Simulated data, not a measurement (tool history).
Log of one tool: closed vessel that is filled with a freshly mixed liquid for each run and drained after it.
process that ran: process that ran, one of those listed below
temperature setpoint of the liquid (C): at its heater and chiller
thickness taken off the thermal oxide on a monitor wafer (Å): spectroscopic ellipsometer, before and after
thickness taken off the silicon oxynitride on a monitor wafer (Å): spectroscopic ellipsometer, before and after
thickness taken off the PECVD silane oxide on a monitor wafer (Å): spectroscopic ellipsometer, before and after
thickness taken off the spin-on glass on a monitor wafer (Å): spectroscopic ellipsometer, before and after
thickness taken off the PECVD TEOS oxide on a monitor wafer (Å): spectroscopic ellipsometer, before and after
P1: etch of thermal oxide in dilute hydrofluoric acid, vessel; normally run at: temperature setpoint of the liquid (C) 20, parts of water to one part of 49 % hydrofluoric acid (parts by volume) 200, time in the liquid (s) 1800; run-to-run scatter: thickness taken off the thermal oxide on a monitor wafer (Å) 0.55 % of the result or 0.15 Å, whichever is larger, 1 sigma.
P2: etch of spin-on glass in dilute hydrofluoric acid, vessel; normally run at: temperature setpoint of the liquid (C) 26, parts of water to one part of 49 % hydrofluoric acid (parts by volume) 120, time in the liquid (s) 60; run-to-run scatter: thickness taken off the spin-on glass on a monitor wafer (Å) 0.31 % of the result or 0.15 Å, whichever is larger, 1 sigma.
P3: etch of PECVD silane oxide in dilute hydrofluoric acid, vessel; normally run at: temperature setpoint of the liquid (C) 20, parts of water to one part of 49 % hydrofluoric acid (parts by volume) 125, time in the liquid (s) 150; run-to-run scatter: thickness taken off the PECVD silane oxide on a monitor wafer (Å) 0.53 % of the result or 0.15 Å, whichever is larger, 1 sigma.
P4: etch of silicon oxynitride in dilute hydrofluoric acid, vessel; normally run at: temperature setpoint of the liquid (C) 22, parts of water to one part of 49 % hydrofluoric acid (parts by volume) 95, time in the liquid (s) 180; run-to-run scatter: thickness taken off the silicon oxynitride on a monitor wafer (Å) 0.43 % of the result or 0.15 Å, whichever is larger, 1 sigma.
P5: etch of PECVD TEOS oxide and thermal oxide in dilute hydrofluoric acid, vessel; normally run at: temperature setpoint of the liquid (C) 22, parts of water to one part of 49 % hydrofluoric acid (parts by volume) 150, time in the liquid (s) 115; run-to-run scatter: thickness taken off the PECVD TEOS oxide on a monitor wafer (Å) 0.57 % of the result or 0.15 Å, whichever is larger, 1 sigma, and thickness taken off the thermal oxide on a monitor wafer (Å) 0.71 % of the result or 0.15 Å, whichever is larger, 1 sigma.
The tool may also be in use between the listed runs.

run,hour,process that ran,temperature setpoint of the liquid (C),parts of water to one part of 49 % hydrofluoric acid (parts by volume),time in the liquid (s),hours since the thermometer was replaced,hours since the hydrofluoric acid flow meter was replaced,thickness taken off the thermal oxide on a monitor wafer (Å),thickness taken off the silicon oxynitride on a monitor wafer (Å),thickness taken off the PECVD silane oxide on a monitor wafer (Å),thickness taken off the spin-on glass on a monitor wafer (Å),thickness taken off the PECVD TEOS oxide on a monitor wafer (Å)
1,3,P1,20,200,1800,457.3,1445.8,343.61,,,,
2,8,P1,20,200,1800,462.3,1450.8,345.23,,,,
3,13.3,P4,17,95,180,467.6,1456.1,,46.745,,,
4,18.5,P1,20,200,245,472.8,1461.3,46.635,,,,
5,24.4,P1,20,200,3140,478.7,1467.2,596.13,,,,
6,28.5,P3,20,220,150,482.8,1471.3,,,256.8,,
7,34.9,P1,20,125,1800,489.2,1477.7,594.32,,,,
8,40.4,P2,33,120,60,494.7,1483.2,,,,482.13,
9,44.5,P3,20,125,30,498.8,1487.3,,,99.133,,
10,50,P2,26,120,60,504.3,1492.8,,,,372.53,
11,54.9,P5,17,150,115,509.2,1497.7,24.938,,,,62.699
12,59.7,P5,22,150,115,514,1502.5,29.87,,,,77.18
13,62.5,P1,20,200,1800,516.8,1505.3,339.91,,,,
14,67.4,P5,22,150,115,521.7,1510.2,30.497,,,,76.81
# hour 70.3: hydrofluoric acid flow meter replaced
15,71,P5,22,225,115,525.3,0.8,18.711,,,,46.69
16,74.6,P4,22,95,180,528.9,4.4,,59.752,,,
17,79.2,P2,26,120,105,533.5,9,,,,651.09,
18,82.4,P1,20,200,1800,536.7,12.2,344.81,,,,
19,85.2,P1,20,365,1800,539.5,15,160.76,,,,
20,91.1,P1,20,200,1800,545.4,20.9,344.43,,,,
21,97.4,P5,22,150,30,551.7,27.2,7.875,,,,20.082
22,101.2,P3,20,125,150,555.5,31,,,496.49,,
23,106.9,P2,26,185,60,561.2,36.7,,,,224.17,
24,113,P1,17,200,1800,567.3,42.8,303.24,,,,
25,117.6,P4,22,95,30,571.9,47.4,,10.069,,,
26,121.1,P1,17,345,1800,575.4,50.9,157.05,,,,
27,124.3,P3,17,125,150,578.6,54.1,,,436.78,,
28,130.5,P4,22,30,180,584.8,60.3,,199.26,,,
29,133.6,P1,27,200,1800,587.9,63.4,445.31,,,,
30,138.5,P1,20,200,1800,592.8,68.3,342.13,,,,
31,141.9,P1,20,200,1800,596.2,71.7,350.53,,,,
32,146.1,P1,20,200,1800,600.4,75.9,359.72,,,,
33,150.3,P1,20,200,1800,604.6,80.1,364.88,,,,
34,154.7,P1,20,200,1800,609,84.5,371.15,,,,
35,158.7,P1,20,200,1800,613,88.5,370.21,,,,
36,164.3,P1,20,200,1800,618.6,94.1,373.66,,,,
37,167.4,P1,20,200,1800,621.7,97.2,375.34,,,,
38,172.9,P1,20,200,1800,627.2,102.7,375.87,,,,
39,176.5,P1,20,200,1800,630.8,106.3,376.52,,,,

What P1 gives has crept away from where it was. These 2 causes fit the log equally well, each at the size given:
A: hydrofluoric acid flow above the setpoint (%) = 8.02
B: liquid hotter than its thermometer reads (K) = 2.41
The creep began at about hour 138.5.

4 check runs are offered, one wafer each, their results left as question marks. Which one tells the causes apart?
check 1,180.1,P5,17,150,115,,,?,,,,?
check 2,180.1,P4,17,50,180,,,,?,,,
check 3,180.1,P3,17,125,60,,,,,?,,
check 4,180.1,P2,30.5,120,60,,,,,,?,

What each check would give under each cause:
check,result,if A,if B
check 1,thickness taken off the thermal oxide on a monitor wafer (Å),26.928,27.187
check 1,thickness taken off the PECVD TEOS oxide on a monitor wafer (Å),68.906,69.569
check 2,thickness taken off the silicon oxynitride on a monitor wafer (Å),99.125,103.55
check 3,thickness taken off the PECVD silane oxide on a monitor wafer (Å),190.88,193.29
check 4,thickness taken off the spin-on glass on a monitor wafer (Å),482.56,481.48
How far apart the two closest causes lie, in the result that separates them most: check 1 0.96 %; check 2 4.36 %; check 3 1.26 %; check 4 0.22 %
Check 2 tells the causes apart: in the others they would give nearly the same result.

Then check 2 was run and gave: thickness taken off the silicon oxynitride on a monitor wafer (Å) 98.891. Which cause is it?

It is A: hydrofluoric acid flow above the setpoint (%).

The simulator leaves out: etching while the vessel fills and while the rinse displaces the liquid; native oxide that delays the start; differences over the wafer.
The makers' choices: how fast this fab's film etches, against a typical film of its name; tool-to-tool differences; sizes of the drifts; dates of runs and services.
